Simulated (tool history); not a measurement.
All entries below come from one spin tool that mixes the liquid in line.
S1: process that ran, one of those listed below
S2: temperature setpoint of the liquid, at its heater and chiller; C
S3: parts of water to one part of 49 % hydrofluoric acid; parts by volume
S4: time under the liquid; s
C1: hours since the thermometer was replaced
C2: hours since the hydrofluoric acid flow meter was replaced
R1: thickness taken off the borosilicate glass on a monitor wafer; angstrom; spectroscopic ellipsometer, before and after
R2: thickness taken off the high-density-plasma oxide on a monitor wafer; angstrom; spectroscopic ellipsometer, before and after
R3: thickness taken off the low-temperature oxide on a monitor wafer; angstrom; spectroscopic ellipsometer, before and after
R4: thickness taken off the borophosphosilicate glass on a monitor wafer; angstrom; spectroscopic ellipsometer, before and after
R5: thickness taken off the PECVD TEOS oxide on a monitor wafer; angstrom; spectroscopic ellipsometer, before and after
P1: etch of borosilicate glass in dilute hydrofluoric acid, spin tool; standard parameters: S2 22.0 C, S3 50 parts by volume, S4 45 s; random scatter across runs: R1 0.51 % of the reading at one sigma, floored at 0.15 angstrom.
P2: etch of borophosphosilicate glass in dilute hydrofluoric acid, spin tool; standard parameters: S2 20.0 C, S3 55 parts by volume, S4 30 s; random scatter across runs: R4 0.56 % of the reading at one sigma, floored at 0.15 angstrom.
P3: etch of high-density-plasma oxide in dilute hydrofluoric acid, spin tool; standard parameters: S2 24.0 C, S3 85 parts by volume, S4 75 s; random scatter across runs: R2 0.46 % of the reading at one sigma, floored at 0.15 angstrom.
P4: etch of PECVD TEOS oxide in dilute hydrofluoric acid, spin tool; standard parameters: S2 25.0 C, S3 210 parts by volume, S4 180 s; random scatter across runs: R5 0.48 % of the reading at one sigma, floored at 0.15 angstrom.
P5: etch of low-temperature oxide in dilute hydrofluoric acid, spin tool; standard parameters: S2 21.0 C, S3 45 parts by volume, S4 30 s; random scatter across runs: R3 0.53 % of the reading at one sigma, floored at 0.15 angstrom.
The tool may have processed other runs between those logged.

run,hour,S1,S2,S3,S4,C1,C2,R1,R2,R3,R4,R5
1,16.4,P1,22.0,50,45,880.2,449.1,245.21,,,,
2,34.0,P1,22.0,85,45,897.8,466.7,137.61,,,,
3,52.5,P1,22.0,50,45,916.3,485.2,243.84,,,,
4,71.3,P3,24.0,85,30,935.1,504.0,,33.342,,,
5,85.4,P1,22.0,50,20,949.2,518.1,109.09,,,,
6,101.5,P5,21.0,45,15,965.3,534.2,,,71.505,,
7,119.9,P3,24.0,85,75,983.7,552.6,,83.860,,,
8,135.4,P1,22.0,50,85,999.2,568.1,459.21,,,,
9,148.4,P2,27.5,55,30,1012.2,581.1,,,,281.46,
10,161.2,P1,30.0,50,45,1025.0,593.9,335.83,,,,
11,170.3,P4,25.0,345,180,1034.1,603.0,,,,,39.435
12,187.7,P3,24.0,120,75,1051.5,620.4,,56.320,,,
13,197.8,P1,22.0,50,45,1061.6,630.5,241.33,,,,
14,215.0,P1,22.0,50,45,1078.8,647.7,244.83,,,,
15,233.5,P5,17.0,45,30,1097.3,666.2,,,121.410,,
16,245.3,P4,31.0,210,180,1109.1,678.0,,,,,90.335
17,256.6,P1,26.0,50,70,1120.4,689.3,447.55,,,,
18,267.9,P1,17.0,50,45,1131.7,700.6,196.26,,,,
19,286.0,P2,20.0,55,15,1149.8,718.7,,,,105.26,
20,303.1,P2,20.0,55,30,1166.9,735.8,,,,206.81,
21,313.5,P4,25.0,210,180,1177.3,746.2,,,,,73.983
22,327.4,P1,22.0,50,45,1191.2,760.1,243.91,,,,
23,345.6,P4,25.0,210,180,1209.4,778.3,,,,,73.441
24,363.2,P2,20.0,25,30,1227.0,795.9,,,,474.28,
25,382.3,P5,21.0,20,30,1246.1,815.0,,,328.840,,
26,397.7,P2,20.0,55,30,1261.5,830.4,,,,209.96,
27,406.1,P5,21.0,45,30,1269.9,838.8,,,141.880,,
28,418.1,P1,22.0,20,45,1281.9,850.8,634.25,,,,
29,429.0,P5,21.0,45,30,1292.8,861.7,,,142.670,,
30,445.7,P4,25.0,210,300,1309.5,878.4,,,,,122.980
31,458.2,P3,20.0,85,75,1322.0,890.9,,70.759,,,
32,472.3,P1,22.0,50,45,1336.1,905.0,244.93,,,,
33,488.6,P1,22.0,50,45,1352.4,921.3,250.97,,,,
34,504.4,P1,22.0,50,45,1368.2,937.1,255.67,,,,
35,513.6,P1,22.0,50,45,1377.4,946.3,260.77,,,,
36,530.9,P1,22.0,50,45,1394.7,963.6,261.88,,,,
37,541.8,P1,22.0,50,45,1405.6,974.5,263.67,,,,
38,557.9,P1,22.0,50,45,1421.7,990.6,264.05,,,,
39,574.4,P1,22.0,50,45,1438.2,1007.1,267.10,,,,
40,587.8,P1,22.0,50,45,1451.6,1020.5,264.53,,,,
41,597.5,P1,22.0,50,45,1461.3,1030.2,266.88,,,,
42,609.1,P1,22.0,50,45,1472.9,1041.8,264.93,,,,

What P1 gives has crept away from where it was. These 2 causes fit the log equally well, each at the size given:
A: liquid hotter than its thermometer reads (K) = 2.19
B: hydrofluoric acid flow above the setpoint (%) = 8.94
Creep in the process output first set in at about hour 472.3.

Question marks stand in for the results of the 4 check runs listed below, each run on one wafer. Under which run would the listed causes show clearly different results?
check 1,620.7,P5,17.0,20,30,,,,,?,,
check 2,620.7,P4,28.5,305,180,,,,,,,?
check 3,620.7,P3,24.0,115,30,,,,?,,,
check 4,620.7,P2,27.5,55,15,,,,,,?,

Predicted outcomes, by check and by cause:
check,result,if A,if B
check 1,R3,305.130,302.360
check 2,R5,55.507,57.882
check 3,R2,25.936,26.252
check 4,R4,154.25,155.11
Distance between the nearest two causes, measured in the result of the check that separates them most: check 1 0.91 %; check 2 4.19 %; check 3 1.21 %; check 4 0.55 %
The causes can be told apart only by check 2. The other checks would give nearly the same results under each of them.

Check 2 has now been run. It gave: R5 55.367 angstrom. Which of the candidate causes is it?

The correct cause is A, namely: liquid hotter than its thermometer reads (K).
